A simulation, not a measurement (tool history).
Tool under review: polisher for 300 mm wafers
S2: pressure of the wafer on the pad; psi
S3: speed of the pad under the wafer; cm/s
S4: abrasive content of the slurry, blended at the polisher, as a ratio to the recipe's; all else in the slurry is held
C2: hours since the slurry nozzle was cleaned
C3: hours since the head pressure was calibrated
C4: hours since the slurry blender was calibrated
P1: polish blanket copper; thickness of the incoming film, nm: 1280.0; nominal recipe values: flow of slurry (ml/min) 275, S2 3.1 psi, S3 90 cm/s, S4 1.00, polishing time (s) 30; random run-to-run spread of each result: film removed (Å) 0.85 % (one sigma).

run 1 hour=8.0 | flow_of_slurry_(ml/min)=275 S2=3.1 S3=90 S4=1.00 polishing_time_(s)=30 | wafers_polished_on_this_pad=283 C2=125.6 C3=196.5 C4=59.8 | film_removed_(Å)=867.02
run 2 hour=17.2 | flow_of_slurry_(ml/min)=165 S2=3.1 S3=90 S4=1.00 polishing_time_(s)=30 | wafers_polished_on_this_pad=354 C2=134.8 C3=205.7 C4=69.0 | film_removed_(Å)=803.11
run 3 hour=26.9 | flow_of_slurry_(ml/min)=275 S2=4.9 S3=90 S4=1.00 polishing_time_(s)=30 | wafers_polished_on_this_pad=428 C2=144.5 C3=215.4 C4=78.7 | film_removed_(Å)=1337.30
run 4 hour=33.7 | flow_of_slurry_(ml/min)=275 S2=3.1 S3=112 S4=1.00 polishing_time_(s)=19 | wafers_polished_on_this_pad=480 C2=151.3 C3=222.2 C4=85.5 | film_removed_(Å)=669.37
run 5 hour=42.6 | flow_of_slurry_(ml/min)=275 S2=3.1 S3=90 S4=1.00 polishing_time_(s)=16 | wafers_polished_on_this_pad=548 C2=160.2 C3=231.1 C4=94.4 | film_removed_(Å)=454.73
run 6 hour=50.1 | flow_of_slurry_(ml/min)=275 S2=3.1 S3=90 S4=0.60 polishing_time_(s)=30 | wafers_polished_on_this_pad=605 C2=167.7 C3=238.6 C4=101.9 | film_removed_(Å)=752.38
run 7 hour=59.4 | flow_of_slurry_(ml/min)=275 S2=3.1 S3=90 S4=1.00 polishing_time_(s)=30 | wafers_polished_on_this_pad=676 C2=177.0 C3=247.9 C4=111.2 | film_removed_(Å)=840.28
run 8 hour=68.9 | flow_of_slurry_(ml/min)=365 S2=3.1 S3=90 S4=1.00 polishing_time_(s)=30 | wafers_polished_on_this_pad=749 C2=186.5 C3=257.4 C4=120.7 | film_removed_(Å)=864.75
run 9 hour=74.6 | flow_of_slurry_(ml/min)=275 S2=2.1 S3=90 S4=1.00 polishing_time_(s)=30 | wafers_polished_on_this_pad=793 C2=192.2 C3=263.1 C4=126.4 | film_removed_(Å)=568.83
-- hour=75.2 slurry nozzle cleaned
run 10 hour=80.7 | flow_of_slurry_(ml/min)=275 S2=3.1 S3=90 S4=1.00 polishing_time_(s)=30 | wafers_polished_on_this_pad=839 C2=5.5 C3=269.2 C4=132.5 | film_removed_(Å)=839.38
run 11 hour=89.1 | flow_of_slurry_(ml/min)=275 S2=3.1 S3=42 S4=1.00 polishing_time_(s)=30 | wafers_polished_on_this_pad=904 C2=13.9 C3=277.6 C4=140.9 | film_removed_(Å)=393.27
run 12 hour=97.9 | flow_of_slurry_(ml/min)=275 S2=3.1 S3=90 S4=1.00 polishing_time_(s)=30 | wafers_polished_on_this_pad=971 C2=22.7 C3=286.4 C4=149.7 | film_removed_(Å)=844.82
run 13 hour=106.4 | flow_of_slurry_(ml/min)=275 S2=3.1 S3=90 S4=1.35 polishing_time_(s)=30 | wafers_polished_on_this_pad=1036 C2=31.2 C3=294.9 C4=158.2 | film_removed_(Å)=900.64
run 14 hour=113.9 | flow_of_slurry_(ml/min)=275 S2=3.1 S3=124 S4=1.00 polishing_time_(s)=30 | wafers_polished_on_this_pad=1093 C2=38.7 C3=302.4 C4=165.7 | film_removed_(Å)=1164.80
run 15 hour=120.7 | flow_of_slurry_(ml/min)=275 S2=3.1 S3=90 S4=1.40 polishing_time_(s)=20 | wafers_polished_on_this_pad=1145 C2=45.5 C3=309.2 C4=172.5 | film_removed_(Å)=612.49
run 16 hour=129.3 | flow_of_slurry_(ml/min)=275 S2=3.1 S3=90 S4=1.00 polishing_time_(s)=45 | wafers_polished_on_this_pad=1211 C2=54.1 C3=317.8 C4=181.1 | film_removed_(Å)=1265.20
run 17 hour=139.2 | flow_of_slurry_(ml/min)=275 S2=3.1 S3=90 S4=1.00 polishing_time_(s)=30 | wafers_polished_on_this_pad=1287 C2=64.0 C3=327.7 C4=191.0 | film_removed_(Å)=843.00
run 18 hour=144.6 | flow_of_slurry_(ml/min)=275 S2=3.1 S3=90 S4=1.00 polishing_time_(s)=30 | wafers_polished_on_this_pad=1328 C2=69.4 C3=333.1 C4=196.4 | film_removed_(Å)=828.10
run 19 hour=150.9 | flow_of_slurry_(ml/min)=275 S2=3.1 S3=90 S4=1.00 polishing_time_(s)=30 | wafers_polished_on_this_pad=1376 C2=75.7 C3=339.4 C4=202.7 | film_removed_(Å)=823.22
-- hour=153.6 slurry blender recalibrated
run 20 hour=160.0 | flow_of_slurry_(ml/min)=275 S2=3.1 S3=90 S4=1.00 polishing_time_(s)=30 | wafers_polished_on_this_pad=1446 C2=84.8 C3=348.5 C4=6.4 | film_removed_(Å)=795.31
run 21 hour=165.5 | flow_of_slurry_(ml/min)=275 S2=3.1 S3=90 S4=1.00 polishing_time_(s)=30 | wafers_polished_on_this_pad=1488 C2=90.3 C3=354.0 C4=11.9 | film_removed_(Å)=805.77
-- hour=166.2 worn pad replaced by a new one
run 22 hour=172.2 | flow_of_slurry_(ml/min)=275 S2=3.1 S3=90 S4=1.00 polishing_time_(s)=30 | wafers_polished_on_this_pad=46 C2=97.0 C3=360.7 C4=18.6 | film_removed_(Å)=797.22
run 23 hour=177.7 | flow_of_slurry_(ml/min)=275 S2=3.1 S3=90 S4=1.00 polishing_time_(s)=30 | wafers_polished_on_this_pad=88 C2=102.5 C3=366.2 C4=24.1 | film_removed_(Å)=804.32

Compared with where it was, what P1 gives has crept away. Each cause listed below fits the log as well as the rest, at the size given for it:
A: head's pressure below its setpoint, % = 5.94
B: slurry flow missing at the pad, % = 39
The gradual shift began around hour 139.2.
Why every other cause is out:
removal rate lost through wear of the pad, %: was serviced at hour 166.2, once the creep was under way, yet the earlier output never came back
abrasive missing from the slurry, %: was serviced at hour 153.6, once the creep was under way, yet the earlier output never came back

Each of the check runs listed below is run on 3 wafers and reports their average, with the results left as question marks. Pick the one under which the possible causes would lead to clearly different results.
run check 1 hour=183.2 | flow_of_slurry_(ml/min)=275 S2=4.8 S3=90 S4=1.00 polishing_time_(s)=30 | film_removed_(Å)=?
run check 2 hour=183.2 | flow_of_slurry_(ml/min)=275 S2=3.1 S3=90 S4=0.65 polishing_time_(s)=39 | film_removed_(Å)=?
run check 3 hour=183.2 | flow_of_slurry_(ml/min)=165 S2=4.3 S3=90 S4=1.00 polishing_time_(s)=30 | film_removed_(Å)=?
run check 4 hour=183.2 | flow_of_slurry_(ml/min)=275 S2=4.0 S3=116 S4=1.00 polishing_time_(s)=30 | film_removed_(Å)=?

Predicted outcomes, by check and by cause:
check=check_1 result=film_removed_(Å) if_A=1233.90 if_B=1233.90
check=check_2 result=film_removed_(Å) if_A=946.87 if_B=946.87
check=check_3 result=film_removed_(Å) if_A=1037.00 if_B=999.19
check=check_4 result=film_removed_(Å) if_A=1325.30 if_B=1325.30
Per-check spread between the two closest causes, in the result where they differ most: check 1 0 %; check 2 0 %; check 3 3.72 %; check 4 0 %
The causes can be told apart only by check 3. The other checks would give nearly the same results under each of them.

Running check 3 produced the following: film removed (Å) 1036.10. Which one of the listed causes fits?

The cause is A: head's pressure below its setpoint, %.
